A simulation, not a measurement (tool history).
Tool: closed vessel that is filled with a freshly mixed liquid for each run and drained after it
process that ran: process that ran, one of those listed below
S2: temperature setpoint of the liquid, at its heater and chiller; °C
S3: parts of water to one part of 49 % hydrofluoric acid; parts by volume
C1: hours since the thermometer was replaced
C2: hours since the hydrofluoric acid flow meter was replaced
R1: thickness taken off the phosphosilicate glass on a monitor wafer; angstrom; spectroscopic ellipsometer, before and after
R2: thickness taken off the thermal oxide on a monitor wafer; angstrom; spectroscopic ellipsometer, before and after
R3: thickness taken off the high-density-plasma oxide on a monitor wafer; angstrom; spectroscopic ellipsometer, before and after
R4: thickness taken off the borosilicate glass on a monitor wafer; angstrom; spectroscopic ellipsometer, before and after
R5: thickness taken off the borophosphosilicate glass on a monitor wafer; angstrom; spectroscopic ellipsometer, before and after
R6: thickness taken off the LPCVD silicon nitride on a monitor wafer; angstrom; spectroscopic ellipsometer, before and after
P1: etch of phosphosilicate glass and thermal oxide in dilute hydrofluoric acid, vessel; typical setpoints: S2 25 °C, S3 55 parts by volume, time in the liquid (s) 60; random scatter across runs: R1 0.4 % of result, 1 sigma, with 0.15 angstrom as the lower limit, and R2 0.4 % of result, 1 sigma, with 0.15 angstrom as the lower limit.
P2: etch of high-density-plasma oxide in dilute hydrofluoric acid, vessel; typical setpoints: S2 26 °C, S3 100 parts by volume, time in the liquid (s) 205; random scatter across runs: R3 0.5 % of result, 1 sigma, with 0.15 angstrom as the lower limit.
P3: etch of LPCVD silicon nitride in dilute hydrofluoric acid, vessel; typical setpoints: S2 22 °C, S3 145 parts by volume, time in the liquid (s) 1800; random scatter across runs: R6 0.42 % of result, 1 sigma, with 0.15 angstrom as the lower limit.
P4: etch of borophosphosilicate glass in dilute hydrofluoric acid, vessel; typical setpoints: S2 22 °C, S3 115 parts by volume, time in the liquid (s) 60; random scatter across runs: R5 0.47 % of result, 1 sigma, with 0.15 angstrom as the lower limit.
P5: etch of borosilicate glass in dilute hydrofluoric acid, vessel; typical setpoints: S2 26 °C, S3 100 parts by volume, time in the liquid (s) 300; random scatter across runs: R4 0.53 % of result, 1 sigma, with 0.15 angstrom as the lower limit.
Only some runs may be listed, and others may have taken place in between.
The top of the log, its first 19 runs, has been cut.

Run 20, hour 248.9: process that ran P2, S2 26 °C, S3 100 parts by volume, time in the liquid (s) 205; C1 1461.6; C2 434.1. Result: R3 107.94 angstrom.
Run 21, hour 257.8: process that ran P1, S2 25 °C, S3 55 parts by volume, time in the liquid (s) 105; C1 1470.5; C2 443. Result: R1 2394.2 angstrom, R2 98.278 angstrom.
Run 22, hour 266.4: process that ran P1, S2 25 °C, S3 20 parts by volume, time in the liquid (s) 60; C1 1479.1; C2 451.6. Result: R1 3921.6 angstrom, R2 161.57 angstrom.
Run 23, hour 274.4: process that ran P1, S2 17.5 °C, S3 85 parts by volume, time in the liquid (s) 60; C1 1487.1; C2 459.6. Result: R1 623.8 angstrom, R2 25.611 angstrom.
Run 24, hour 288.2: process that ran P3, S2 17 °C, S3 145 parts by volume, time in the liquid (s) 1800; C1 1500.9; C2 473.4. Result: R6 44.095 angstrom.
Run 25, hour 296.1: process that ran P4, S2 22 °C, S3 20 parts by volume, time in the liquid (s) 60; C1 1508.8; C2 481.3. Result: R5 1096.5 angstrom.
Run 26, hour 312.6: process that ran P1, S2 25 °C, S3 55 parts by volume, time in the liquid (s) 60; C1 1525.3; C2 497.8. Result: R1 1365 angstrom, R2 56.205 angstrom.
Run 27, hour 320: process that ran P1, S2 25 °C, S3 55 parts by volume, time in the liquid (s) 60; C1 1532.7; C2 505.2. Result: R1 1370.6 angstrom, R2 55.77 angstrom.
Run 28, hour 334: process that ran P4, S2 22 °C, S3 115 parts by volume, time in the liquid (s) 30; C1 1546.7; C2 519.2. Result: R5 85.104 angstrom.
Run 29, hour 342.8: process that ran P5, S2 26 °C, S3 100 parts by volume, time in the liquid (s) 300; C1 1555.5; C2 528. Result: R4 571.41 angstrom.
Run 30, hour 355.3: process that ran P3, S2 22 °C, S3 145 parts by volume, time in the liquid (s) 1800; C1 1568; C2 540.5. Result: R6 61.363 angstrom.
Run 31, hour 362.7: process that ran P5, S2 19 °C, S3 100 parts by volume, time in the liquid (s) 300; C1 1575.4; C2 547.9. Result: R4 431.48 angstrom.
Run 32, hour 376.2: process that ran P1, S2 25 °C, S3 55 parts by volume, time in the liquid (s) 30; C1 1588.9; C2 561.4. Result: R1 680.73 angstrom, R2 27.905 angstrom.
Run 33, hour 388.4: process that ran P1, S2 25 °C, S3 55 parts by volume, time in the liquid (s) 60; C1 1601.1; C2 573.6. Result: R1 1375.8 angstrom, R2 55.882 angstrom.
Run 34, hour 401.1: process that ran P1, S2 25 °C, S3 55 parts by volume, time in the liquid (s) 60; C1 1613.8; C2 586.3. Result: R1 1398.7 angstrom, R2 57.791 angstrom.
Run 35, hour 413.3: process that ran P1, S2 25 °C, S3 55 parts by volume, time in the liquid (s) 60; C1 1626; C2 598.5. Result: R1 1418.1 angstrom, R2 58.059 angstrom.
Run 36, hour 425.5: process that ran P1, S2 25 °C, S3 55 parts by volume, time in the liquid (s) 60; C1 1638.2; C2 610.7. Result: R1 1429.9 angstrom, R2 59.011 angstrom.
Run 37, hour 432.9: process that ran P1, S2 25 °C, S3 55 parts by volume, time in the liquid (s) 60; C1 1645.6; C2 618.1. Result: R1 1439.4 angstrom, R2 59.622 angstrom.

Expected results for the next run?
Run 38, hour 447.4: process that ran P1, S2 25 °C, S3 55 parts by volume, time in the liquid (s) 60; C1 1660.1; C2 632.6. Result: R1 ?, R2 ?.

R1: 1441.1 angstrom
R2: 59.283 angstrom

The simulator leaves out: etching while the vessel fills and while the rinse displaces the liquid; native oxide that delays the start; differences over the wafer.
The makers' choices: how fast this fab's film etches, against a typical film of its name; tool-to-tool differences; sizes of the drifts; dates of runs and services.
